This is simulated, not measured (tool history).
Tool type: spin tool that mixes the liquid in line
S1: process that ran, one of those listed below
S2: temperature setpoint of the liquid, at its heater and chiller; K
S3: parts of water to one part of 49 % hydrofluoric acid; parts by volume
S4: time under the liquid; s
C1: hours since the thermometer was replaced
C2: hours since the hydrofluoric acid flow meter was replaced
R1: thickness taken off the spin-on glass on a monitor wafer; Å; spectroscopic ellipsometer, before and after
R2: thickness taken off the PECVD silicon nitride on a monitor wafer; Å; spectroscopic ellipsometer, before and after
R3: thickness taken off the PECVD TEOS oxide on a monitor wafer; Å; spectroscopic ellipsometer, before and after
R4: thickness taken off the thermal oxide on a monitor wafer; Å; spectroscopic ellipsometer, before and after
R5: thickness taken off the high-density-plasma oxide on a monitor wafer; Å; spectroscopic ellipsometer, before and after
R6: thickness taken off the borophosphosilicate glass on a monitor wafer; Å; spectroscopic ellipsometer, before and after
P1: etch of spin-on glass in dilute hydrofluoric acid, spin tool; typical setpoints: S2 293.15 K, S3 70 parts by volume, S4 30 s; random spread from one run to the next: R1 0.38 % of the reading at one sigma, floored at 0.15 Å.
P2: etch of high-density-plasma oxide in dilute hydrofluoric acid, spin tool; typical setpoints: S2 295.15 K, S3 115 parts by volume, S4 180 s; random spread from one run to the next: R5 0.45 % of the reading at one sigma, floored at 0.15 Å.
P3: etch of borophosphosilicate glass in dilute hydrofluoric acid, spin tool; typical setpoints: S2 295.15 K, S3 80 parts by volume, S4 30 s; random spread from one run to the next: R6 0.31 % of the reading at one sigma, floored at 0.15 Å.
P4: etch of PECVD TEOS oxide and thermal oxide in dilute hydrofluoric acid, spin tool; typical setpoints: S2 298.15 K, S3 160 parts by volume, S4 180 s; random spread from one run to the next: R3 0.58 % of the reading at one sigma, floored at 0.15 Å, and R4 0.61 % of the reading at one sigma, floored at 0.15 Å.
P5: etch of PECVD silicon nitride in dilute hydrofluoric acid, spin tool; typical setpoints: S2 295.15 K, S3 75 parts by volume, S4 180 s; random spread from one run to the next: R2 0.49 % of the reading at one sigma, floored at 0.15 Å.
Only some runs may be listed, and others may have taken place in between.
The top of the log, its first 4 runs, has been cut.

run,hour,S1,S2,S3,S4,C1,C2,R1,R2,R3,R4,R5,R6
5,53.8,P5,295.15,75,70,215.5,292.4,,23.675,,,,
6,64.2,P5,295.15,75,180,225.9,302.8,,61.222,,,,
7,78.0,P1,293.15,70,30,239.7,316.6,193.010,,,,,
8,85.3,P4,298.15,255,180,247.0,323.9,,,70.018,28.610,,
9,100.0,P2,299.15,115,180,261.7,338.6,,,,,121.510,
10,114.8,P3,295.15,80,30,276.5,353.4,,,,,,252.09
11,123.2,P3,295.15,80,50,284.9,361.8,,,,,,419.84
12,136.8,P3,290.65,80,30,298.5,375.4,,,,,,208.16
13,151.2,P1,290.15,70,30,312.9,389.8,169.930,,,,,
# hour 151.8: hydrofluoric acid flow meter replaced
14,159.9,P1,293.15,125,15,321.6,8.2,51.111,,,,,
15,174.1,P4,298.15,160,180,335.8,22.4,,,124.000,50.226,,
16,181.0,P4,298.15,160,260,342.7,29.3,,,178.300,72.914,,
17,194.2,P5,295.15,75,180,355.9,42.5,,61.690,,,,
18,207.0,P4,290.65,160,180,368.7,55.3,,,91.451,37.775,,
19,220.3,P1,300.15,70,30,382.0,68.6,256.500,,,,,
20,231.0,P1,293.15,70,45,392.7,79.3,293.030,,,,,
21,242.4,P2,295.15,200,180,404.1,90.7,,,,,54.894,
22,257.0,P1,293.15,70,30,418.7,105.3,193.980,,,,,
23,269.6,P1,293.15,70,30,431.3,117.9,192.600,,,,,
24,276.9,P1,293.15,125,30,438.6,125.2,101.460,,,,,
25,285.5,P1,293.15,20,30,447.2,133.8,716.550,,,,,
26,297.9,P2,295.15,115,180,459.6,146.2,,,,,104.720,

Run 27 is up next; what results do you expect?
27,307.6,P2,295.15,115,90,469.3,155.9,,,,,?,

Run 27 came out at R5 52.371 Å.
